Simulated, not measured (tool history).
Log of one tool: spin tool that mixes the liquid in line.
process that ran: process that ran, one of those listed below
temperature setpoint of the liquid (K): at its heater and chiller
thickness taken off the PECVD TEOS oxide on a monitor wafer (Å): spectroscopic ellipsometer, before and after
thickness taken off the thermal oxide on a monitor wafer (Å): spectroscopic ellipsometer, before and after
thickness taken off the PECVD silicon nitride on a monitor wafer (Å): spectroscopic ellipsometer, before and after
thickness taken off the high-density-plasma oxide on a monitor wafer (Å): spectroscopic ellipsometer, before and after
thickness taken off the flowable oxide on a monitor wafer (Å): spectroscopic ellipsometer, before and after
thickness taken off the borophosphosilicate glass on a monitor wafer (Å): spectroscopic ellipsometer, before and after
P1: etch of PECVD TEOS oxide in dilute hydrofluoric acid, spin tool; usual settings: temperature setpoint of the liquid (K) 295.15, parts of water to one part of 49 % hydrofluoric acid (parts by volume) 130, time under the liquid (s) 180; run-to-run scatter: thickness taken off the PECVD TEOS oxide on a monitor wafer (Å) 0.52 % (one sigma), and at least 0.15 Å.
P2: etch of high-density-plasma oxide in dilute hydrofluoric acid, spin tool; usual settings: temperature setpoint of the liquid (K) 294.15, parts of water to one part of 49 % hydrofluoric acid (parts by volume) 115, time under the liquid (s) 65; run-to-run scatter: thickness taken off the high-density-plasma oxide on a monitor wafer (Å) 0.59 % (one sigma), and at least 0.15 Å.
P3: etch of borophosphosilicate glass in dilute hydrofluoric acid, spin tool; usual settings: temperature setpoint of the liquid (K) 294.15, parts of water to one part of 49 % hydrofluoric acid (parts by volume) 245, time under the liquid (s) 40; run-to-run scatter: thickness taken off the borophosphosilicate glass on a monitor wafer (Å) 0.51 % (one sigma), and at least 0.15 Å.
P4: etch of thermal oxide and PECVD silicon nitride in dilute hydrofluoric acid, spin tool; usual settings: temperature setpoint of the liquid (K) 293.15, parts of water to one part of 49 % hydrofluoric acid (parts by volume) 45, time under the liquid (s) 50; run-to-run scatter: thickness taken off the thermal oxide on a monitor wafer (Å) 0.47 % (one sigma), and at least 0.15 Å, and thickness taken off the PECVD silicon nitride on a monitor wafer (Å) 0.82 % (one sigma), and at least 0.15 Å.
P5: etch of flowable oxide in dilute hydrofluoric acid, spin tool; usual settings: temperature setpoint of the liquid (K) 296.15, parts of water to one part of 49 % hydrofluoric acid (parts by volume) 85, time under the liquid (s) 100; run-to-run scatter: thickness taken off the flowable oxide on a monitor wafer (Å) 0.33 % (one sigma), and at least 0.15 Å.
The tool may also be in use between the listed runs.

run	hour	process that ran	temperature setpoint of the liquid (K)	parts of water to one part of 49 % hydrofluoric acid (parts by volume)	time under the liquid (s)	hours since the thermometer was replaced	hours since the hydrofluoric acid flow meter was replaced	thickness taken off the PECVD TEOS oxide on a monitor wafer (Å)	thickness taken off the thermal oxide on a monitor wafer (Å)	thickness taken off the PECVD silicon nitride on a monitor wafer (Å)	thickness taken off the high-density-plasma oxide on a monitor wafer (Å)	thickness taken off the flowable oxide on a monitor wafer (Å)	thickness taken off the borophosphosilicate glass on a monitor wafer (Å)
1	12.6	P1	295.15	130	180	1157.7	440.0	180.210					
2	19.4	P4	293.15	70	50	1164.5	446.8		27.079	16.235			
3	27.2	P1	290.15	130	180	1172.3	454.6	146.870					
4	40.4	P2	294.15	115	65	1185.5	467.8				48.868		
5	53.0	P2	294.15	165	65	1198.1	480.4				32.656		
6	63.5	P1	295.15	130	180	1208.6	490.9	178.510					
7	72.4	P5	296.15	150	100	1217.5	499.8					187.68	
8	81.6	P1	295.15	130	180	1226.7	509.0	178.380					
9	90.7	P1	295.15	130	180	1235.8	518.1	179.890					
10	98.9	P1	295.15	65	180	1244.0	526.3	387.790					
11	106.2	P1	290.65	130	345	1251.3	533.6	287.010					
12	119.2	P1	295.15	235	180	1264.3	546.6	90.110					
13	126.8	P4	290.15	45	50	1271.9	554.2		39.189	20.074			
14	140.0	P2	294.15	115	95	1285.1	567.4				71.359		
15	151.7	P1	290.15	130	25	1296.8	579.1	20.248					
16	161.9	P4	293.15	45	50	1307.0	589.3		43.837	25.150			
17	173.1	P1	302.65	130	180	1318.2	600.5	240.180					
18	184.7	P1	295.15	130	180	1329.8	612.1	179.370					
19	197.5	P5	296.15	85	190	1342.6	624.9					688.12	
20	205.9	P5	300.65	85	100	1351.0	633.3					427.68	
21	213.6	P5	296.15	85	100	1358.7	641.0					357.74	
22	219.6	P1	295.15	130	40	1364.7	647.0	39.911					
23	228.2	P1	295.15	130	180	1373.3	655.6	179.890					
24	238.0	P3	294.15	245	40	1383.1	665.4						65.734
25	247.0	P1	295.15	130	180	1392.1	674.4	179.180					
26	258.4	P4	293.15	45	90	1403.5	685.8		79.228	45.447			
27	271.7	P4	293.15	45	50	1416.8	699.1		44.511	25.042			
28	279.7	P3	294.15	335	40	1424.8	707.1						44.384
29	288.0	P1	295.15	45	105	1433.1	715.4	331.670					
30	295.2	P2	290.15	115	65	1440.3	722.6				41.402		
31	307.1	P3	301.15	245	40	1452.2	734.5						84.240
32	320.4	P3	294.15	245	40	1465.5	747.8						65.384
33	331.2	P3	294.15	245	65	1476.3	758.6						105.980
34	338.2	P1	295.15	130	315	1483.3	765.6	312.440					
35	351.7	P1	295.15	130	180	1496.8	779.1	179.910					
36	361.3	P1	295.15	130	180	1506.4	788.7	176.070					
37	371.0	P1	295.15	130	180	1516.1	798.4	170.460					
38	380.5	P1	295.15	130	180	1525.6	807.9	168.940					
39	387.7	P1	295.15	130	180	1532.8	815.1	168.110					
40	395.5	P1	295.15	130	180	1540.6	822.9	164.700					
41	407.8	P1	295.15	130	180	1552.9	835.2	165.980					
42	418.6	P1	295.15	130	180	1563.7	846.0	163.450					
43	424.9	P1	295.15	130	180	1570.0	852.3	163.690					
44	431.5	P1	295.15	130	180	1576.6	858.9	164.150					
45	441.4	P1	295.15	130	180	1586.5	868.8	164.810					

What P1 gives has crept away from where it was. These 2 causes fit the log equally well, each at the size given:
A: liquid colder than its thermometer reads (K) = 2.31
B: hydrofluoric acid flow below the setpoint (%) = 7.68
The creep began at about hour 351.7.

4 check runs are offered, one wafer each, their results left as question marks. Which one tells the causes apart?
check 1	451.3	P5	296.15	85	100							?	
check 2	451.3	P4	293.15	45	50				?	?			
check 3	451.3	P3	294.15	245	40								?
check 4	451.3	P2	294.15	115	65						?		

What each check would give under each cause:
check	result	if A	if B
check 1	thickness taken off the flowable oxide on a monitor wafer (Å)	326.66	328.55
check 2	thickness taken off the thermal oxide on a monitor wafer (Å)	39.872	40.475
check 2	thickness taken off the PECVD silicon nitride on a monitor wafer (Å)	21.368	23.256
check 3	thickness taken off the borophosphosilicate glass on a monitor wafer (Å)	59.858	59.133
check 4	thickness taken off the high-density-plasma oxide on a monitor wafer (Å)	44.598	44.756
How far apart the two closest causes lie, in the result that separates them most: check 1 0.58 %; check 2 8.47 %; check 3 1.22 %; check 4 0.35 %
Only check 2 tells the causes apart: in the others they would give nearly the same result.

Then check 2 was run and gave: thickness taken off the thermal oxide on a monitor wafer (Å) 40.558; thickness taken off the PECVD silicon nitride on a monitor wafer (Å) 23.425. Which cause is it?

It is B: hydrofluoric acid flow below the setpoint (%).

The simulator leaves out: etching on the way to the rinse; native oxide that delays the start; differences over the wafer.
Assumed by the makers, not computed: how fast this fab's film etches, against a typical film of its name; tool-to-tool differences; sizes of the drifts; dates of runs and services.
